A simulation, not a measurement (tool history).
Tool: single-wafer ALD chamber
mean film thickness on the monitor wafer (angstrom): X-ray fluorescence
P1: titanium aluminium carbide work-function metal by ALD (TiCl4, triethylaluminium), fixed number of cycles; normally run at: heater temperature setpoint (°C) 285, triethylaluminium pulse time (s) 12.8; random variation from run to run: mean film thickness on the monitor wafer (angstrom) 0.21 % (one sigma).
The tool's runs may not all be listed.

run	day	heater temperature setpoint (°C)	triethylaluminium pulse time (s)	hours since the last thermocouple change	hours since the last triethylaluminium bottle change	mean film thickness on the monitor wafer (angstrom)
1	0.458	285	12.8	706.7	182.6	19.086
2	1.2	262	12.8	724.5	200.4	17.183
3	1.579	285	18.4	733.6	209.5	19.311
# day 2.017: thermocouple changed; heater temperature recalibrated
4	2.096	300	6.54	1.9	221.9	18.543
5	2.575	285	12.8	13.4	233.4	19.1
6	3.25	308	12.8	29.6	249.6	21.109
7	3.946	285	12.8	46.3	266.3	19.109
8	4.383	285	12.8	56.8	276.8	19.089
9	4.779	285	6.02	66.3	286.3	16.887
10	5.154	285	12.8	75.3	295.3	19.138
11	5.629	285	12.8	86.7	306.7	19.09
12	6.242	285	12.8	101.4	321.4	18.898
13	6.817	285	12.8	115.2	335.2	18.852
14	7.417	285	12.8	129.6	349.6	18.858
15	7.783	285	12.8	138.4	358.4	18.756
16	8.492	285	12.8	155.4	375.4	18.769
17	8.829	285	12.8	163.5	383.5	18.716
18	9.333	285	12.8	175.6	395.6	18.767
19	9.946	285	12.8	190.3	410.3	18.759
20	10.596	285	12.8	205.9	425.9	18.77

What P1 gives has crept away from where it was. These 2 causes fit the log equally well, each at the size given:
A: triethylaluminium dose below that of a fresh bottle (%) = 21.8
B: wafer temperature below the value expected at the setpoint (K) = 4.34
The creep began at about day 5.154.

4 check runs are offered, one wafer each, their results left as question marks. Which one tells the causes apart?
check 1	11.246	270	12.8			?
check 2	11.246	266	12.8			?
check 3	11.246	304	12.8			?
check 4	11.246	285	6.9			?

What each check would give under each cause:
check	result	if A	if B
check 1	mean film thickness on the monitor wafer (angstrom)	17.464	17.444
check 2	mean film thickness on the monitor wafer (angstrom)	17.127	17.102
check 3	mean film thickness on the monitor wafer (angstrom)	20.388	20.414
check 4	mean film thickness on the monitor wafer (angstrom)	16.344	17.215
How far apart the two closest causes lie, in the result that separates them most: check 1 0.11 %; check 2 0.15 %; check 3 0.13 %; check 4 5.19 %
Check 4 tells the causes apart: in the others they would give nearly the same result.

Then check 4 was run and gave: mean film thickness on the monitor wafer (angstrom) 17.202. Which cause is it?

It is B: wafer temperature below the value expected at the setpoint (K).
